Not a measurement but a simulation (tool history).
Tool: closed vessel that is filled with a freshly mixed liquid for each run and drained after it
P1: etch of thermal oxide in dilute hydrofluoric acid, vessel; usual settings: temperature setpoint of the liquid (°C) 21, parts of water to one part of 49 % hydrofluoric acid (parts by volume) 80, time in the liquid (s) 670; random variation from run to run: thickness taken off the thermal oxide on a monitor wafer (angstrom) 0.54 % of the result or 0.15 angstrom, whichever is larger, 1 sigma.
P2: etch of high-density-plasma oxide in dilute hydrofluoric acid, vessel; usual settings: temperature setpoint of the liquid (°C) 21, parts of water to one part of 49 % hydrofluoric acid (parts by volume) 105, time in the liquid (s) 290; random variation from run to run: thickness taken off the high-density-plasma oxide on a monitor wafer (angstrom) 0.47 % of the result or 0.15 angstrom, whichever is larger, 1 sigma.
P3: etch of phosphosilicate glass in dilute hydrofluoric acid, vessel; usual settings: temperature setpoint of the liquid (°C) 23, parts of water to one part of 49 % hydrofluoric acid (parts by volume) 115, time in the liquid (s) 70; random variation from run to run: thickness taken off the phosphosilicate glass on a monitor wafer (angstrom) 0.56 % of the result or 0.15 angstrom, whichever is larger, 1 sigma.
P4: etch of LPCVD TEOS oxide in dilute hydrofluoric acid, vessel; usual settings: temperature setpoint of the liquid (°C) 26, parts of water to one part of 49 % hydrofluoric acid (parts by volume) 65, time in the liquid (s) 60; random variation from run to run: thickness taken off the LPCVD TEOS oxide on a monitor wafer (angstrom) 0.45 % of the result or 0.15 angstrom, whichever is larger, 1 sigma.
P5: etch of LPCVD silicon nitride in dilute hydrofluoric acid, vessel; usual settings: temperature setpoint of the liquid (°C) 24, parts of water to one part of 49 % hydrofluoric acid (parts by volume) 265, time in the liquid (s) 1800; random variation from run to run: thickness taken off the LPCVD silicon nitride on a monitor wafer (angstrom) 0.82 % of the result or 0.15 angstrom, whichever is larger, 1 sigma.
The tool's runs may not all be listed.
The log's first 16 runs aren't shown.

run,hour,process that ran,temperature setpoint of the liquid (°C),parts of water to one part of 49 % hydrofluoric acid (parts by volume),time in the liquid (s),hours since the thermometer was replaced,hours since the hydrofluoric acid flow meter was replaced,thickness taken off the thermal oxide on a monitor wafer (angstrom),thickness taken off the phosphosilicate glass on a monitor wafer (angstrom),thickness taken off the LPCVD TEOS oxide on a monitor wafer (angstrom),thickness taken off the high-density-plasma oxide on a monitor wafer (angstrom),thickness taken off the LPCVD silicon nitride on a monitor wafer (angstrom)
17,113.8,P1,21,80,670,1605.0,489.9,352.750,,,,
18,118.9,P5,17,265,1800,1610.1,495.0,,,,,20.766
19,124.0,P4,32,65,60,1615.2,500.1,,,420.50,,
20,130.0,P5,24,165,1800,1621.2,506.1,,,,,52.901
21,136.0,P2,21,160,290,1627.2,512.1,,,,83.262,
22,143.1,P3,23,115,70,1634.3,519.2,,646.41,,,
23,152.3,P1,21,135,670,1643.5,528.4,194.720,,,,
# hour 152.4: thermometer replaced
24,157.9,P1,21,110,50,5.5,534.0,18.328,,,,
25,163.6,P1,17,80,1075,11.2,539.7,476.040,,,,
26,170.5,P1,21,40,255,18.1,546.6,279.510,,,,
27,178.4,P1,21,35,670,26.0,554.5,849.810,,,,

Run 28 comes next. What will it give?
28,184.2,P4,26,20,60,31.8,560.3,,,?,,

{"run 28": {"thickness taken off the LPCVD TEOS oxide on a monitor wafer (angstrom)": 1147.3}}
